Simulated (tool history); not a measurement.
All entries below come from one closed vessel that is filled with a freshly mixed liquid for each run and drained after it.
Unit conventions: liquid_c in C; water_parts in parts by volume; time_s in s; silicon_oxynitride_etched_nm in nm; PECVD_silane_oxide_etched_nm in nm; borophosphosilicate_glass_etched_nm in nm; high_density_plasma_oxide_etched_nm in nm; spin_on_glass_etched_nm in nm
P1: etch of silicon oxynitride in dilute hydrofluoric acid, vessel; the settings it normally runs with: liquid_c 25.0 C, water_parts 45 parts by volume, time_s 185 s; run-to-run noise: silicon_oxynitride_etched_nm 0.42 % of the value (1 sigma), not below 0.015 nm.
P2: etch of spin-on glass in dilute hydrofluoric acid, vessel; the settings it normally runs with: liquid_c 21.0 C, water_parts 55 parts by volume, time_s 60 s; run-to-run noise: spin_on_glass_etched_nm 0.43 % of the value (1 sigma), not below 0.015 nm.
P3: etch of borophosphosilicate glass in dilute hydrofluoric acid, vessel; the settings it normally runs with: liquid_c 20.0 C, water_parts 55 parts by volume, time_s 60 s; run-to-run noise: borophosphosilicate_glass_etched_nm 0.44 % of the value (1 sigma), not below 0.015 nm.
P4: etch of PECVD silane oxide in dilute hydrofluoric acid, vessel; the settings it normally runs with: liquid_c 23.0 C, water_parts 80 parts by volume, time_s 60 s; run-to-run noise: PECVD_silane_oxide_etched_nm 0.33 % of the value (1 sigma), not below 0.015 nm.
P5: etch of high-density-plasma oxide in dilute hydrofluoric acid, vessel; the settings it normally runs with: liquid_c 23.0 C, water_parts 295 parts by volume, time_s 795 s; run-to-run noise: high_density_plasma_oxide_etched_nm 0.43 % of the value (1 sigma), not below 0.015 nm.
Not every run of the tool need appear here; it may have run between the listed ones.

run	day	process	liquid_c	water_parts	time_s	silicon_oxynitride_etched_nm	PECVD_silane_oxide_etched_nm	borophosphosilicate_glass_etched_nm	high_density_plasma_oxide_etched_nm	spin_on_glass_etched_nm
1	0.229	P1	25.0	45	185	9.8698				
2	0.496	P4	23.0	80	95		57.768			
3	0.638	P3	20.0	55	60			56.030		
4	0.917	P5	23.0	295	795				20.718	
5	1.204	P3	26.5	55	60			72.726		
6	1.446	P1	25.0	45	370	19.8310				
7	1.604	P3	20.0	55	60			55.350		
8	1.817	P3	20.0	20	60			159.640		
9	2.025	P5	23.0	295	1465				37.901	
10	2.192	P1	18.5	45	185	7.1648				
11	2.421	P2	21.0	55	60					32.364
12	2.583	P2	17.0	55	60					27.400
13	2.725	P4	23.0	80	60		36.524			
14	2.954	P2	21.0	80	60					21.518
15	3.146	P1	30.0	45	185	12.6450				
16	3.408	P4	23.0	20	60		158.860			
17	3.579	P2	21.0	55	60					32.418
18	3.858	P5	28.5	295	795				24.895	
19	4.054	P4	17.0	80	60		28.284			
20	4.238	P1	25.0	80	185	5.4520				
21	4.533	P5	23.0	180	795				38.132	
22	4.683	P1	25.0	45	185	9.9889				
23	4.979	P1	25.0	45	45	2.3990				
24	5.138	P3	20.0	55	115			106.920		
25	5.338	P1	25.0	30	185	15.1150				
26	5.604	P1	25.0	20	290	35.6570				
27	5.758	P1	25.0	45	185	9.8847				
28	6.008	P1	25.0	45	185	9.9342				
29	6.208	P1	25.0	45	185	9.9129				
30	6.371	P5	23.0	295	795				20.655	
31	6.550	P1	25.0	45	185	9.9852				
32	6.800	P1	25.0	45	185	9.9531				
33	7.083	P2	21.0	55	115					62.176
34	7.350	P1	25.0	45	185	9.9700				
35	7.546	P1	25.0	45	185	9.6490				

Estimate the outcome of run 36 from the log above:
36	7.750	P1	25.0	45	185	?				

Run 36 gave silicon_oxynitride_etched_nm 9.4529 nm.
